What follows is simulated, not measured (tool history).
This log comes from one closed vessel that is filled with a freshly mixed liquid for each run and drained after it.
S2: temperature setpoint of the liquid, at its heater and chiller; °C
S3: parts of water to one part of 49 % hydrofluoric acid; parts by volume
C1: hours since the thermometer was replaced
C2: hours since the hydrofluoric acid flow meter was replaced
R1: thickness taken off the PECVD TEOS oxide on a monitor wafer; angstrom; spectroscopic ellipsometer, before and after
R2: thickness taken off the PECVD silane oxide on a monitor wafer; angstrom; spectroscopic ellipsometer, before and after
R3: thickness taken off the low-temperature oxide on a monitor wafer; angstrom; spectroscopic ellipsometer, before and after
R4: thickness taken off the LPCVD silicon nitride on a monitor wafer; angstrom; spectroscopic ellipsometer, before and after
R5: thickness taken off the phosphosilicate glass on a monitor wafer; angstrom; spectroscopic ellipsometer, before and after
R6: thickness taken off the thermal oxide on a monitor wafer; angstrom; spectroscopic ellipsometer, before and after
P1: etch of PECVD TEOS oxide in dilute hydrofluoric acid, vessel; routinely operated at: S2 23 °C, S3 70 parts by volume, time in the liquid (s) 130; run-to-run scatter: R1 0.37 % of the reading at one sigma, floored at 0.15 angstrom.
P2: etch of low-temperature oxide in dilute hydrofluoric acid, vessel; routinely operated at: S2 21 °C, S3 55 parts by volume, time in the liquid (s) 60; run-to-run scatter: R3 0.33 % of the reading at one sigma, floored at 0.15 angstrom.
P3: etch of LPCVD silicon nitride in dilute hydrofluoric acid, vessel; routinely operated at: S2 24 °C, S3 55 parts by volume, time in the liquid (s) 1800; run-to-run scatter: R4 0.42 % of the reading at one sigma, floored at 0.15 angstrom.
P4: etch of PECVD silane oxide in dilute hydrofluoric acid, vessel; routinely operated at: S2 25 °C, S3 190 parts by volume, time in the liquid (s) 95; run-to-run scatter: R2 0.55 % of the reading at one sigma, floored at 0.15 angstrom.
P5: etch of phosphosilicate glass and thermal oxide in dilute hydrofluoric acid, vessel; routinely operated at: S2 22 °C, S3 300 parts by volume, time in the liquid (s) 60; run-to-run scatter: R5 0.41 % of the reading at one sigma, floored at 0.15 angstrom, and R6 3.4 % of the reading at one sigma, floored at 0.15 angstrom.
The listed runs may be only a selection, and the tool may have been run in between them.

run 1 hour=9.5 | process_that_ran=P1 S2=23 S3=70 time_in_the_liquid_(s)=130 | C1=365.1 C2=272.7 | R1=248.62
run 2 hour=15.9 | process_that_ran=P4 S2=25 S3=190 time_in_the_liquid_(s)=95 | C1=371.5 C2=279.1 | R2=91.159
run 3 hour=24.7 | process_that_ran=P2 S2=21 S3=55 time_in_the_liquid_(s)=30 | C1=380.3 C2=287.9 | R3=84.467
run 4 hour=32.7 | process_that_ran=P1 S2=23 S3=95 time_in_the_liquid_(s)=190 | C1=388.3 C2=295.9 | R1=262.22
run 5 hour=39.7 | process_that_ran=P3 S2=24 S3=90 time_in_the_liquid_(s)=1800 | C1=395.3 C2=302.9 | R4=86.124
run 6 hour=46.3 | process_that_ran=P3 S2=24 S3=55 time_in_the_liquid_(s)=3310 | C1=401.9 C2=309.5 | R4=256.57
run 7 hour=54 | process_that_ran=P1 S2=23 S3=70 time_in_the_liquid_(s)=130 | C1=409.6 C2=317.2 | R1=250.42
run 8 hour=64.9 | process_that_ran=P4 S2=25 S3=190 time_in_the_liquid_(s)=95 | C1=420.5 C2=328.1 | R2=90.617
run 9 hour=71.7 | process_that_ran=P5 S2=22 S3=105 time_in_the_liquid_(s)=60 | C1=427.3 C2=334.9 | R5=732.72 R6=24.454
run 10 hour=80 | process_that_ran=P4 S2=25 S3=290 time_in_the_liquid_(s)=95 | C1=435.6 C2=343.2 | R2=54.032
run 11 hour=90.2 | process_that_ran=P2 S2=21 S3=55 time_in_the_liquid_(s)=60 | C1=445.8 C2=353.4 | R3=167.98
run 12 hour=95.3 | process_that_ran=P4 S2=17.5 S3=190 time_in_the_liquid_(s)=95 | C1=450.9 C2=358.5 | R2=68.408
run 13 hour=102.6 | process_that_ran=P1 S2=23 S3=20 time_in_the_liquid_(s)=130 | C1=458.2 C2=365.8 | R1=934.79
run 14 hour=112.5 | process_that_ran=P1 S2=28 S3=70 time_in_the_liquid_(s)=130 | C1=468.1 C2=375.7 | R1=304.29
run 15 hour=120.4 | process_that_ran=P5 S2=22 S3=300 time_in_the_liquid_(s)=60 | C1=476 C2=383.6 | R5=208.64 R6=7.0721
run 16 hour=126.8 | process_that_ran=P1 S2=23 S3=70 time_in_the_liquid_(s)=130 | C1=482.4 C2=390 | R1=249.12
run 17 hour=132.4 | process_that_ran=P3 S2=24 S3=55 time_in_the_liquid_(s)=1800 | C1=488 C2=395.6 | R4=140.21
run 18 hour=138.5 | process_that_ran=P2 S2=21 S3=20 time_in_the_liquid_(s)=60 | C1=494.1 C2=401.7 | R3=483.4
run 19 hour=143.3 | process_that_ran=P5 S2=22 S3=300 time_in_the_liquid_(s)=60 | C1=498.9 C2=406.5 | R5=209.56 R6=6.9334
run 20 hour=148.4 | process_that_ran=P1 S2=23 S3=70 time_in_the_liquid_(s)=260 | C1=504 C2=411.6 | R1=497.07
run 21 hour=157.3 | process_that_ran=P1 S2=23 S3=70 time_in_the_liquid_(s)=130 | C1=512.9 C2=420.5 | R1=249.69
run 22 hour=162.7 | process_that_ran=P1 S2=23 S3=70 time_in_the_liquid_(s)=130 | C1=518.3 C2=425.9 | R1=250.25
run 23 hour=169.1 | process_that_ran=P3 S2=32 S3=55 time_in_the_liquid_(s)=1800 | C1=524.7 C2=432.3 | R4=237.69
run 24 hour=179.2 | process_that_ran=P3 S2=24 S3=55 time_in_the_liquid_(s)=1800 | C1=534.8 C2=442.4 | R4=139.83
run 25 hour=187.1 | process_that_ran=P1 S2=27.5 S3=30 time_in_the_liquid_(s)=130 | C1=542.7 C2=450.3 | R1=737.44
run 26 hour=192 | process_that_ran=P4 S2=25 S3=190 time_in_the_liquid_(s)=30 | C1=547.6 C2=455.2 | R2=29.213
run 27 hour=200.2 | process_that_ran=P1 S2=23 S3=70 time_in_the_liquid_(s)=130 | C1=555.8 C2=463.4 | R1=250.07
run 28 hour=208.2 | process_that_ran=P5 S2=30 S3=300 time_in_the_liquid_(s)=60 | C1=563.8 C2=471.4 | R5=272.66 R6=9.0708
run 29 hour=213 | process_that_ran=P2 S2=17 S3=55 time_in_the_liquid_(s)=60 | C1=568.6 C2=476.2 | R3=142.86
run 30 hour=219.5 | process_that_ran=P1 S2=17 S3=70 time_in_the_liquid_(s)=130 | C1=575.1 C2=482.7 | R1=193.98
run 31 hour=228.8 | process_that_ran=P5 S2=22 S3=300 time_in_the_liquid_(s)=30 | C1=584.4 C2=492 | R5=104.25 R6=3.8523
run 32 hour=236.1 | process_that_ran=P1 S2=23 S3=70 time_in_the_liquid_(s)=70 | C1=591.7 C2=499.3 | R1=134.25
run 33 hour=244.1 | process_that_ran=P1 S2=17 S3=100 time_in_the_liquid_(s)=130 | C1=599.7 C2=507.3 | R1=131.85
run 34 hour=253.2 | process_that_ran=P1 S2=23 S3=110 time_in_the_liquid_(s)=130 | C1=608.8 C2=516.4 | R1=151.78
run 35 hour=263.1 | process_that_ran=P1 S2=23 S3=70 time_in_the_liquid_(s)=130 | C1=618.7 C2=526.3 | R1=250.14
run 36 hour=270.9 | process_that_ran=P1 S2=23 S3=70 time_in_the_liquid_(s)=130 | C1=626.5 C2=534.1 | R1=241.85
run 37 hour=280.9 | process_that_ran=P1 S2=23 S3=70 time_in_the_liquid_(s)=130 | C1=636.5 C2=544.1 | R1=236.37
run 38 hour=288.5 | process_that_ran=P1 S2=23 S3=70 time_in_the_liquid_(s)=130 | C1=644.1 C2=551.7 | R1=230.52
run 39 hour=293.5 | process_that_ran=P1 S2=23 S3=70 time_in_the_liquid_(s)=130 | C1=649.1 C2=556.7 | R1=231.17
run 40 hour=299.2 | process_that_ran=P1 S2=23 S3=70 time_in_the_liquid_(s)=130 | C1=654.8 C2=562.4 | R1=230.48
run 41 hour=305.4 | process_that_ran=P1 S2=23 S3=70 time_in_the_liquid_(s)=130 | C1=661 C2=568.6 | R1=229.26
run 42 hour=310.8 | process_that_ran=P1 S2=23 S3=70 time_in_the_liquid_(s)=130 | C1=666.4 C2=574 | R1=228.42
run 43 hour=320.9 | process_that_ran=P1 S2=23 S3=70 time_in_the_liquid_(s)=130 | C1=676.5 C2=584.1 | R1=228.6

Predict the results of run 44:
run 44 hour=331.3 | process_that_ran=P1 S2=23 S3=70 time_in_the_liquid_(s)=130 | C1=686.9 C2=594.5 | R1=?

Run 44 gave R1 227.21 angstrom.
